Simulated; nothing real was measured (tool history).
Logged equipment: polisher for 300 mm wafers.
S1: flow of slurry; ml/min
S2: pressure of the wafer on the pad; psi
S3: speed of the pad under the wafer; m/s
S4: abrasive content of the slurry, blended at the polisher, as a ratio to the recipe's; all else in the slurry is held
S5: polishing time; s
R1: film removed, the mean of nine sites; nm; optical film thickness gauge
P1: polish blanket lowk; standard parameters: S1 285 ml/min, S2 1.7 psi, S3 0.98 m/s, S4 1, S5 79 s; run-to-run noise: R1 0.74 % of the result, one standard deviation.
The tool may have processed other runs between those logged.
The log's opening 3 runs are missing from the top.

run 4 hour=12.7 | S1=285 S2=1.7 S3=1.38 S4=0.55 S5=79 | R1=27.679
run 5 hour=15.3 | S1=285 S2=0.8 S3=0.98 S4=1 S5=79 | R1=13.504
run 6 hour=19.6 | S1=285 S2=1.7 S3=1.26 S4=1 S5=79 | R1=35.293
run 7 hour=23.8 | S1=285 S2=1.7 S3=0.56 S4=1 S5=79 | R1=18.427
run 8 hour=27.7 | S1=285 S2=1.7 S3=0.98 S4=1 S5=51 | R1=18.479
run 9 hour=31.5 | S1=420 S2=1.7 S3=0.98 S4=1 S5=79 | R1=30.075
run 10 hour=35.6 | S1=285 S2=1.7 S3=0.98 S4=1.5 S5=79 | R1=33.769
run 11 hour=39.6 | S1=285 S2=1.7 S3=0.98 S4=1 S5=79 | R1=29.108
-- hour=41.1 slurry nozzle cleaned
run 12 hour=41.8 | S1=285 S2=1.7 S3=0.98 S4=1 S5=79 | R1=28.666
run 13 hour=45.3 | S1=285 S2=2.4 S3=0.98 S4=1.4 S5=79 | R1=47.254
run 14 hour=49.6 | S1=285 S2=2.2 S3=0.98 S4=1 S5=79 | R1=37.337
run 15 hour=53.5 | S1=285 S2=1.7 S3=0.98 S4=0.5 S5=79 | R1=19.907

The next listed run, before its measurement:
run 16 hour=56.8 | S1=285 S2=1.7 S3=0.98 S4=1 S5=79 | R1=?

Logged for run 16: R1 28.932 nm.
